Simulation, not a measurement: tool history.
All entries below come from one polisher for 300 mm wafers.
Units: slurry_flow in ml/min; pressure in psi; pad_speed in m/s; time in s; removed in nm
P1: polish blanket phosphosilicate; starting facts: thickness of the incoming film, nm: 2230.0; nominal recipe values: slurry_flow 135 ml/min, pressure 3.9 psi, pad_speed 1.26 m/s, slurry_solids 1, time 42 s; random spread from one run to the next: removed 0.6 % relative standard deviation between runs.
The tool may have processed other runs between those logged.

| run | hour | slurry_flow | pressure | pad_speed | slurry_solids | time | wafers polished on this pad | hours since the slurry nozzle was cleaned | hours since the head pressure was calibrated | hours since the slurry blender was calibrated | hours since the conditioning disc was replaced | removed |
|---|---|---|---|---|---|---|---|---|---|---|---|---|
| 1 | 10.6 | 135 | 3.9 | 1.26 | 1 | 42 | 338 | 211.8 | 465.7 | 154.9 | 32.5 | 458.38 |
| 2 | 24.5 | 205 | 3.9 | 1.26 | 1 | 42 | 500 | 225.7 | 479.6 | 168.8 | 46.4 | 490.46 |
| 3 | 37 | 135 | 3.9 | 1.26 | 1 | 30 | 646 | 238.2 | 492.1 | 181.3 | 58.9 | 330.5 |
| 4 | 49.5 | 135 | 3.9 | 1.26 | 1 | 42 | 791 | 250.7 | 504.6 | 193.8 | 71.4 | 463.43 |
| 5 | 59.8 | 135 | 3.9 | 0.88 | 1 | 42 | 911 | 261 | 514.9 | 204.1 | 81.7 | 343.62 |
| 6 | 72.1 | 135 | 3.9 | 1.86 | 1 | 42 | 1054 | 273.3 | 527.2 | 216.4 | 94 | 628.56 |
| 7 | 85.2 | 135 | 3.9 | 1.26 | 1.45 | 42 | 1206 | 286.4 | 540.3 | 229.5 | 107.1 | 536.13 |
| 8 | 94.4 | 135 | 3.9 | 1.26 | 1 | 55 | 1313 | 295.6 | 549.5 | 238.7 | 116.3 | 609.81 |
| 9 | 108.3 | 135 | 3.9 | 1.26 | 1 | 42 | 1475 | 309.5 | 563.4 | 252.6 | 130.2 | 460.51 |
| 10 | 125.1 | 135 | 1.8 | 1.26 | 1 | 42 | 1670 | 326.3 | 580.2 | 269.4 | 147 | 212.92 |
| 11 | 133.2 | 135 | 2.9 | 1.26 | 1.3 | 42 | 1765 | 334.4 | 588.3 | 277.5 | 155.1 | 391.06 |
|  | 136.5 | slurry nozzle cleaned |
| 12 | 144.8 | 135 | 3.9 | 1.26 | 1 | 42 | 1900 | 8.4 | 599.9 | 289.1 | 166.7 | 460.64 |
| 13 | 155.4 | 135 | 3.9 | 1.26 | 1 | 42 | 2023 | 19 | 610.5 | 299.7 | 177.3 | 460.93 |
| 14 | 166.5 | 135 | 3.9 | 1.26 | 1 | 42 | 2152 | 30.1 | 621.6 | 310.8 | 188.4 | 460.04 |
| 15 | 178.2 | 135 | 5.1 | 1.26 | 1 | 42 | 2288 | 41.8 | 633.3 | 322.5 | 200.1 | 608.49 |
| 16 | 195.5 | 100 | 3.9 | 0.88 | 1 | 42 | 2489 | 59.1 | 650.6 | 339.8 | 217.4 | 327.07 |
| 17 | 206.3 | 80 | 3.9 | 1.26 | 1 | 42 | 2615 | 69.9 | 661.4 | 350.6 | 228.2 | 410.67 |
| 18 | 219.4 | 135 | 3.9 | 1.26 | 1 | 42 | 2768 | 83 | 674.5 | 363.7 | 241.3 | 461.37 |
| 19 | 231.7 | 135 | 3.9 | 1.26 | 0.7 | 42 | 2911 | 95.3 | 686.8 | 376 | 253.6 | 386.92 |
| 20 | 244.8 | 135 | 3.9 | 1.26 | 1 | 42 | 3063 | 108.4 | 699.9 | 389.1 | 266.7 | 461.52 |
| 21 | 256.5 | 135 | 3.9 | 1.26 | 1 | 42 | 3199 | 120.1 | 711.6 | 400.8 | 278.4 | 445.58 |
| 22 | 271.9 | 135 | 3.9 | 1.26 | 1 | 42 | 3378 | 135.5 | 727 | 416.2 | 293.8 | 431.63 |
| 23 | 290.4 | 135 | 3.9 | 1.26 | 1 | 42 | 3594 | 154 | 745.5 | 434.7 | 312.3 | 416.65 |
| 24 | 302.5 | 135 | 3.9 | 1.26 | 1 | 42 | 3734 | 166.1 | 757.6 | 446.8 | 324.4 | 416.01 |
|  | 309 | slurry nozzle cleaned |
| 25 | 315.6 | 135 | 3.9 | 1.26 | 1 | 42 | 3887 | 6.6 | 770.7 | 459.9 | 337.5 | 411.5 |
|  | 315.9 | conditioning disc replaced and pad reconditioned |
| 26 | 327.9 | 135 | 3.9 | 1.26 | 1 | 42 | 4030 | 18.9 | 783 | 472.2 | 12.1 | 406.76 |
|  | 335.3 | head pressure recalibrated |
| 27 | 342.5 | 135 | 3.9 | 1.26 | 1 | 42 | 4200 | 33.5 | 7.2 | 486.8 | 26.7 | 411.15 |
| 28 | 358.3 | 135 | 3.9 | 1.26 | 1 | 42 | 4383 | 49.3 | 23 | 502.6 | 42.5 | 404.89 |
| 29 | 372.9 | 135 | 3.9 | 1.26 | 1 | 42 | 4553 | 63.9 | 37.6 | 517.2 | 57.1 | 406.1 |

The log shows P1 creeping away from where it was. Any of the 2 causes listed here, at the size stated for it, fits the log just as well as the others:
A: abrasive missing from the slurry, % = 23.1
B: removal rate lost through wear of the pad, % = 12
Creep in the process output first set in at about hour 244.8.
Every other cause this tool's parts could produce, and why it does not fit the log:
slurry flow missing at the pad, %: serviced at hour 309, after the change had begun; the process did not return to its earlier output
head's pressure below its setpoint, %: serviced at hour 335.3, after the change had begun; the process did not return to its earlier output
time polished since the conditioner stopped cutting, s: serviced at hour 315.9, after the change had begun; the process did not return to its earlier output

Each of the check runs listed below is run on 5 wafers and reports their average, with the results left as question marks. Pick the one under which the possible causes would lead to clearly different results.
| check 1 | 387.5 | 105 | 3.9 | 1.26 | 1 | 42 |  |  |  |  |  | ? |
| check 2 | 387.5 | 190 | 1.9 | 1.26 | 1 | 42 |  |  |  |  |  | ? |
| check 3 | 387.5 | 80 | 3.9 | 1.78 | 1 | 42 |  |  |  |  |  | ? |
| check 4 | 387.5 | 135 | 3.9 | 0.92 | 1.45 | 42 |  |  |  |  |  | ? |

Predicted outcomes, by check and by cause:
| check | result | if A | if B |
|---|---|---|---|
| check 1 | removed | 385.85 | 385.91 |
| check 2 | removed | 209.55 | 209.58 |
| check 3 | removed | 473 | 473.08 |
| check 4 | removed | 377.35 | 368.47 |
Separation of the two closest causes in each check, using whichever result separates them best: check 1 0.02 %; check 2 0.02 %; check 3 0.02 %; check 4 2.38 %
The causes can be told apart only by check 4. The other checks would give nearly the same results under each of them.

With check 4 done, the readings were: removed 368.6 nm. Identify which of the listed causes applies.

Of the candidate causes, it is B: removal rate lost through wear of the pad, %.
